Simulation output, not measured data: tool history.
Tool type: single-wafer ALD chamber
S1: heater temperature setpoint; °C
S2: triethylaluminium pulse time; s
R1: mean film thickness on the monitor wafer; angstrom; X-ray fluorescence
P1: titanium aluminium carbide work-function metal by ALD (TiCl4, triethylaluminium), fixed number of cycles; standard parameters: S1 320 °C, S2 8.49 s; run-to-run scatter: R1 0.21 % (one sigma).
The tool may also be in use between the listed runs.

Run 1, hour 7.8: S1 320 °C, S2 8.49 s. Result: R1 21.654 angstrom.
Run 2, hour 21.6: S1 310 °C, S2 4.09 s. Result: R1 16.603 angstrom.
Run 3, hour 34.9: S1 320 °C, S2 2.82 s. Result: R1 14.212 angstrom.
Run 4, hour 46.2: S1 320 °C, S2 8.49 s. Result: R1 21.698 angstrom.
Run 5, hour 63.6: S1 320 °C, S2 8.49 s. Result: R1 21.624 angstrom.
Run 6, hour 75.3: S1 337 °C, S2 4.99 s. Result: R1 20.129 angstrom.
Run 7, hour 87: S1 307 °C, S2 8.49 s. Result: R1 20.502 angstrom.
Run 8, hour 97.7: S1 320 °C, S2 8.49 s. Result: R1 21.559 angstrom.
Run 9, hour 112.9: S1 320 °C, S2 8.49 s. Result: R1 21.706 angstrom.
Run 10, hour 122.9: S1 299 °C, S2 12.12 s. Result: R1 20.627 angstrom.
Run 11, hour 134.2: S1 320 °C, S2 11.72 s. Result: R1 22.424 angstrom.

For run 12, what comes out?
Run 12, hour 144.1: S1 334 °C, S2 8.49 s. Result: R1 ?.

Run 12 measured R1 22.919 angstrom.
